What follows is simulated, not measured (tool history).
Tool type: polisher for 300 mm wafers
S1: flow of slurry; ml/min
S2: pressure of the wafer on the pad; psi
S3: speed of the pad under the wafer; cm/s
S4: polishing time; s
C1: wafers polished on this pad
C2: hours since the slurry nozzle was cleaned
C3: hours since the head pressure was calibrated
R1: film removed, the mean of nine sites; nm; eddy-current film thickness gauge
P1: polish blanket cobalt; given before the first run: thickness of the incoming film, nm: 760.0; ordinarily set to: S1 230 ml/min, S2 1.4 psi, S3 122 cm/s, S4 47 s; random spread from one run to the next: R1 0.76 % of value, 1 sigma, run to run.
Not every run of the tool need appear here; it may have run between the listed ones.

run 1 hour=17.4 | S1=230 S2=1.4 S3=122 S4=47 | C1=550 C2=495.0 C3=488.9 | R1=201.120
-- hour=26.3 worn pad replaced by a new one
run 2 hour=28.7 | S1=230 S2=1.4 S3=122 S4=47 | C1=31 C2=506.3 C3=500.2 | R1=201.520
run 3 hour=42.0 | S1=230 S2=1.4 S3=122 S4=47 | C1=199 C2=519.6 C3=513.5 | R1=202.450
run 4 hour=56.7 | S1=230 S2=1.4 S3=94 S4=70 | C1=386 C2=534.3 C3=528.2 | R1=229.420
run 5 hour=68.8 | S1=230 S2=1.4 S3=122 S4=47 | C1=539 C2=546.4 C3=540.3 | R1=205.690
run 6 hour=78.0 | S1=230 S2=1.4 S3=190 S4=47 | C1=655 C2=555.6 C3=549.5 | R1=308.660
run 7 hour=88.6 | S1=230 S2=2.1 S3=122 S4=47 | C1=790 C2=566.2 C3=560.1 | R1=301.790
run 8 hour=106.6 | S1=340 S2=1.4 S3=122 S4=47 | C1=1018 C2=584.2 C3=578.1 | R1=209.640
run 9 hour=117.7 | S1=230 S2=1.4 S3=122 S4=67 | C1=1158 C2=595.3 C3=589.2 | R1=288.960
-- hour=121.2 head pressure recalibrated
run 10 hour=131.1 | S1=230 S2=1.4 S3=54 S4=47 | C1=1328 C2=608.7 C3=9.9 | R1=90.672
run 11 hour=143.7 | S1=230 S2=0.6 S3=122 S4=47 | C1=1488 C2=621.3 C3=22.5 | R1=86.567
run 12 hour=157.2 | S1=230 S2=1.4 S3=122 S4=47 | C1=1659 C2=634.8 C3=36.0 | R1=202.340
run 13 hour=169.4 | S1=230 S2=1.4 S3=122 S4=47 | C1=1813 C2=647.0 C3=48.2 | R1=202.050
run 14 hour=178.0 | S1=140 S2=1.4 S3=122 S4=47 | C1=1922 C2=655.6 C3=56.8 | R1=183.440
run 15 hour=187.5 | S1=230 S2=1.4 S3=122 S4=21 | C1=2042 C2=665.1 C3=66.3 | R1=90.013
run 16 hour=201.4 | S1=230 S2=1.4 S3=122 S4=47 | C1=2218 C2=679.0 C3=80.2 | R1=201.130
run 17 hour=218.1 | S1=230 S2=1.4 S3=122 S4=47 | C1=2430 C2=695.7 C3=96.9 | R1=198.610
run 18 hour=235.0 | S1=230 S2=1.4 S3=122 S4=47 | C1=2644 C2=712.6 C3=113.8 | R1=198.110
run 19 hour=244.7 | S1=230 S2=1.4 S3=122 S4=47 | C1=2767 C2=722.3 C3=123.5 | R1=194.630
run 20 hour=258.6 | S1=230 S2=1.4 S3=122 S4=47 | C1=2943 C2=736.2 C3=137.4 | R1=195.470
run 21 hour=272.2 | S1=230 S2=1.4 S3=122 S4=47 | C1=3115 C2=749.8 C3=151.0 | R1=193.380
run 22 hour=289.4 | S1=230 S2=1.4 S3=122 S4=47 | C1=3333 C2=767.0 C3=168.2 | R1=193.880
-- hour=294.4 worn pad replaced by a new one
run 23 hour=306.1 | S1=230 S2=1.4 S3=122 S4=47 | C1=149 C2=783.7 C3=184.9 | R1=190.820
run 24 hour=319.0 | S1=230 S2=1.4 S3=122 S4=47 | C1=312 C2=796.6 C3=197.8 | R1=188.290
run 25 hour=332.7 | S1=230 S2=1.4 S3=122 S4=47 | C1=486 C2=810.3 C3=211.5 | R1=193.510
run 26 hour=346.1 | S1=230 S2=1.4 S3=122 S4=47 | C1=655 C2=823.7 C3=224.9 | R1=191.780

Forecast run 27:
run 27 hour=355.9 | S1=230 S2=1.4 S3=122 S4=47 | C1=779 C2=833.5 C3=234.7 | R1=?

Run 27 came out at R1 191.560 nm.

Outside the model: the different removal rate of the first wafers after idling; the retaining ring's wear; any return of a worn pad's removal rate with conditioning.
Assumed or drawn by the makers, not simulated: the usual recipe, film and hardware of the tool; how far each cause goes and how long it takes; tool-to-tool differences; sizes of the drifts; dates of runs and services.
